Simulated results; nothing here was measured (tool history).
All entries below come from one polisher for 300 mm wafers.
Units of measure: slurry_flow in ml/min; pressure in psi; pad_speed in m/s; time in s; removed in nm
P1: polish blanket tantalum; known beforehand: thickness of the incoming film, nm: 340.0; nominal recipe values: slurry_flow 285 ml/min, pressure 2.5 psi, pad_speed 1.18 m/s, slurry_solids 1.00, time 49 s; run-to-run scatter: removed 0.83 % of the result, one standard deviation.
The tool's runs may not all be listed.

| run | day | slurry_flow | pressure | pad_speed | slurry_solids | time | wafers polished on this pad | hours since the slurry nozzle was cleaned | hours since the head pressure was calibrated | hours since the slurry blender was calibrated | removed |
|---|---|---|---|---|---|---|---|---|---|---|---|
| 1 | 0.392 | 285 | 2.5 | 1.18 | 1.00 | 49 | 204 | 68.2 | 248.7 | 374.0 | 140.760 |
| 2 | 0.854 | 285 | 3.8 | 1.18 | 1.00 | 49 | 353 | 79.3 | 259.8 | 385.1 | 218.280 |
|  | 1.054 | slurry nozzle cleaned |
| 3 | 1.500 | 285 | 2.5 | 0.62 | 1.00 | 49 | 559 | 10.8 | 275.3 | 400.6 | 74.843 |
| 4 | 2.067 | 285 | 2.5 | 1.18 | 1.00 | 49 | 741 | 24.4 | 288.9 | 414.2 | 142.300 |
| 5 | 2.442 | 285 | 1.2 | 1.18 | 1.00 | 49 | 861 | 33.4 | 297.9 | 423.2 | 67.114 |
| 6 | 2.879 | 285 | 2.5 | 1.18 | 1.00 | 49 | 1001 | 43.9 | 308.4 | 433.7 | 143.780 |
| 7 | 3.196 | 170 | 2.5 | 1.18 | 1.00 | 49 | 1102 | 51.5 | 316.0 | 441.3 | 134.330 |
| 8 | 3.588 | 285 | 2.5 | 1.18 | 1.00 | 49 | 1228 | 60.9 | 325.4 | 450.7 | 141.660 |
| 9 | 4.008 | 285 | 2.5 | 1.18 | 1.00 | 31 | 1363 | 71.0 | 335.5 | 460.8 | 89.544 |
|  | 4.658 | worn pad replaced by a new one |
| 10 | 4.662 | 285 | 2.5 | 1.18 | 1.25 | 49 | 2 | 86.7 | 351.2 | 476.5 | 149.660 |
| 11 | 5.008 | 285 | 2.5 | 1.18 | 0.55 | 49 | 113 | 95.0 | 359.5 | 484.8 | 113.820 |
| 12 | 5.621 | 285 | 2.5 | 1.18 | 1.00 | 71 | 309 | 109.7 | 374.2 | 499.5 | 208.840 |
| 13 | 6.021 | 285 | 2.5 | 1.76 | 1.00 | 49 | 437 | 119.3 | 383.8 | 509.1 | 210.990 |
| 14 | 6.362 | 285 | 2.5 | 1.18 | 1.00 | 49 | 547 | 127.5 | 392.0 | 517.3 | 144.880 |

Forecast run 15:
| 15 | 6.946 | 285 | 2.5 | 1.18 | 1.00 | 49 | 733 | 141.5 | 406.0 | 531.3 | ? |

Run 15 yielded removed 141.600 nm.
